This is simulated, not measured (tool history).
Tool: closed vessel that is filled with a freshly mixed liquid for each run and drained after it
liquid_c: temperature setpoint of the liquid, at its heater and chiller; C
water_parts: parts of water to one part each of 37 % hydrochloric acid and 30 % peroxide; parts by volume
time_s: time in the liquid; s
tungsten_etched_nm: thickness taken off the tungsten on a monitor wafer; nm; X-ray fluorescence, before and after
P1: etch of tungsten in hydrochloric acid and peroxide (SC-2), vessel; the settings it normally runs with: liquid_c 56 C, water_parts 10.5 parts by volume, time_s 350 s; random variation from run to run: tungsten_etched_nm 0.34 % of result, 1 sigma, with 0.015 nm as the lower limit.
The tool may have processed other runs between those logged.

run 1 day=0.538 | liquid_c=56 water_parts=10.5 time_s=350 | tungsten_etched_nm=55.513
-- day=0.758 chemicals flow meter replaced
run 2 day=0.938 | liquid_c=43 water_parts=10.5 time_s=210 | tungsten_etched_nm=13.921
run 3 day=1.479 | liquid_c=56 water_parts=10.5 time_s=685 | tungsten_etched_nm=108.55
run 4 day=1.862 | liquid_c=56 water_parts=18 time_s=350 | tungsten_etched_nm=34.783
run 5 day=2.292 | liquid_c=56 water_parts=10.5 time_s=50 | tungsten_etched_nm=7.9041
run 6 day=2.846 | liquid_c=70 water_parts=10.5 time_s=350 | tungsten_etched_nm=130.83
run 7 day=3.188 | liquid_c=56 water_parts=4 time_s=350 | tungsten_etched_nm=115.37
run 8 day=3.662 | liquid_c=56 water_parts=14 time_s=575 | tungsten_etched_nm=71.297
run 9 day=4.112 | liquid_c=56 water_parts=4 time_s=160 | tungsten_etched_nm=52.679
run 10 day=4.604 | liquid_c=56 water_parts=10.5 time_s=350 | tungsten_etched_nm=55.188
run 11 day=5.242 | liquid_c=56 water_parts=10.5 time_s=350 | tungsten_etched_nm=55.333
run 12 day=5.912 | liquid_c=56 water_parts=10.5 time_s=350 | tungsten_etched_nm=55.33
run 13 day=6.662 | liquid_c=40.5 water_parts=10.5 time_s=350 | tungsten_etched_nm=19.533
run 14 day=7.388 | liquid_c=56 water_parts=10.5 time_s=350 | tungsten_etched_nm=55.385
run 15 day=7.712 | liquid_c=56 water_parts=10.5 time_s=350 | tungsten_etched_nm=57.06

Run 16 is up next; what results do you expect?
run 16 day=8.129 | liquid_c=56 water_parts=10.5 time_s=350 | tungsten_etched_nm=?

{"run 16": {"tungsten_etched_nm": 58.315}}

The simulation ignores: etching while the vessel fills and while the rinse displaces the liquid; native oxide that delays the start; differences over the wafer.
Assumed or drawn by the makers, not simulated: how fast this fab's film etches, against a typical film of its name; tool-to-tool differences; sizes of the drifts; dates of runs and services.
